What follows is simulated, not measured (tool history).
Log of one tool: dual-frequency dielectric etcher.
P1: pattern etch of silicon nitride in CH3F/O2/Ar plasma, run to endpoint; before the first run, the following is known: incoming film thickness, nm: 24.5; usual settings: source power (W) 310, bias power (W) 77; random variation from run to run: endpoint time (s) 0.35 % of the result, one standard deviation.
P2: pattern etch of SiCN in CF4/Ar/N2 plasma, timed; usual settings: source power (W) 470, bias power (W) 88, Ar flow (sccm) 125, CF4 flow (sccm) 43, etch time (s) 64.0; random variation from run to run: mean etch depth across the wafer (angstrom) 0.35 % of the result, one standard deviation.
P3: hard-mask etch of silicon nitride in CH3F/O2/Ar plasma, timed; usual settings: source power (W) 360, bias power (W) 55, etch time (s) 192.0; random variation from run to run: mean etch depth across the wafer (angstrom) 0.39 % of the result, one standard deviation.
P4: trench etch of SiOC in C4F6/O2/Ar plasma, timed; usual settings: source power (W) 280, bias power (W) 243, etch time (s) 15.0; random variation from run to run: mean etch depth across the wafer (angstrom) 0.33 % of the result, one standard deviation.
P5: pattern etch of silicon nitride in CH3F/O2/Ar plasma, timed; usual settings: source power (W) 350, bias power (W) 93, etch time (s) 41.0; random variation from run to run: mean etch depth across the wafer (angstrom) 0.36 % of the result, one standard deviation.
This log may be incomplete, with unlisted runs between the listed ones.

run	hour	process that ran	source power (W)	bias power (W)	etch time (s)	Ar flow (sccm)	CF4 flow (sccm)	endpoint time (s)	mean etch depth across the wafer (angstrom)
1	9.5	P1	310	77				38.255	
2	25.3	P5	350	93	41.0				301.34
3	33.0	P5	350	93	30.0				220.17
4	44.1	P5	230	93	41.0				258.62
5	57.1	P2	470	88	64.0	125	43		537.25
# hour 65.4: bias power generator calibrated
6	67.7	P3	360	55	246.5				1545.00
7	78.4	P1	310	97				35.540	
8	92.4	P4	160	243	15.0				231.72
9	103.6	P2	290	88	64.0	125	43		354.63
10	113.7	P2	470	88	64.0	166	43		513.68
11	123.4	P1	310	77				38.506	
# hour 136.5: source power generator calibrated
12	137.6	P3	360	55	192.0				1205.60
13	152.5	P1	410	77				34.733	
14	167.0	P5	350	126	41.0				338.60
15	181.0	P2	470	88	64.0	125	57		558.31
16	188.6	P5	350	93	41.0				300.55
17	204.9	P3	360	55	192.0				1204.80
18	219.3	P4	280	243	8.0				151.92

Forecast run 19:
19	231.5	P2	470	88	78.0	125	43		?

{"run 19": {"mean etch depth across the wafer (angstrom)": 653.44}}
